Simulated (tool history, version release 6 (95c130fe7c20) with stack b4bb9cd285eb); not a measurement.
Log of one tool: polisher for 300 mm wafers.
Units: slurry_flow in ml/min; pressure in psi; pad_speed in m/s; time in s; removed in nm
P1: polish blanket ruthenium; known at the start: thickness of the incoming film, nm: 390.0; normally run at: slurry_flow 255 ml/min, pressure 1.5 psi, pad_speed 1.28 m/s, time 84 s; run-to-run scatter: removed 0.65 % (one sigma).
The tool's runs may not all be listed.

run	hour	slurry_flow	pressure	pad_speed	time	removed
1	3.5	255	1.5	1.28	84	84.578
2	9.9	255	2.2	1.28	84	125.810
# hour 11.0: head pressure recalibrated
3	15.0	255	1.5	1.28	84	85.887
4	22.3	345	0.8	1.28	84	47.167
5	29.4	255	1.5	1.28	112	114.040
6	35.9	255	1.5	1.94	84	128.420
7	40.7	255	1.5	1.28	84	85.689
8	46.5	255	1.5	0.58	84	38.946
9	49.9	350	1.5	1.28	84	88.297
10	53.3	255	1.5	1.28	44	45.042
11	57.5	255	1.5	1.28	84	86.572
12	62.3	155	1.5	1.28	84	79.828
13	67.5	255	0.9	1.28	84	51.547
14	71.5	255	1.5	1.28	84	85.597
15	75.8	255	1.5	1.28	84	84.008
16	82.7	255	1.5	1.28	84	83.494
17	90.1	255	1.5	1.28	84	82.275
18	94.2	255	1.5	1.28	84	81.350
19	100.0	255	1.5	1.28	84	81.444
# hour 101.7: worn pad replaced by a new one
20	103.3	255	1.5	1.28	84	81.873
21	108.2	255	1.5	1.28	84	81.101
22	112.7	255	1.5	1.28	84	81.059
23	117.3	255	1.5	1.28	84	81.576
24	121.1	255	1.5	1.28	84	81.142
25	124.7	255	1.5	1.28	84	81.141

What P1 gives has crept away from where it was. These 2 causes fit the log equally well, each at the size given:
A: slurry flow missing at the pad, % = 34.2
B: head's pressure below its setpoint, % = 5.24
The creep began at about hour 71.5.
Why every other cause is out:
removal rate lost through wear of the pad, %: serviced at hour 101.7, which brought nothing back

4 check runs are offered, each on 3 wafers whose results are averaged, their results left as question marks. Which one tells the causes apart?
check 1	128.3	255	1.0	1.28	110	?
check 2	128.3	255	1.1	0.80	84	?
check 3	128.3	155	1.0	1.28	84	?
check 4	128.3	255	1.0	1.28	67	?

What each check would give under each cause:
check	result	if A	if B
check 1	removed	70.820	70.827
check 2	removed	37.181	37.184
check 3	removed	49.018	50.594
check 4	removed	43.136	43.140
How far apart the two closest causes lie, in the result that separates them most: check 1 0.01 %; check 2 0.01 %; check 3 3.17 %; check 4 0.01 %
Only check 3 tells the causes apart: in the others they would give nearly the same result.

Then check 3 was run and gave: removed 49.341 nm. Which cause is it?

It is A: slurry flow missing at the pad, %.

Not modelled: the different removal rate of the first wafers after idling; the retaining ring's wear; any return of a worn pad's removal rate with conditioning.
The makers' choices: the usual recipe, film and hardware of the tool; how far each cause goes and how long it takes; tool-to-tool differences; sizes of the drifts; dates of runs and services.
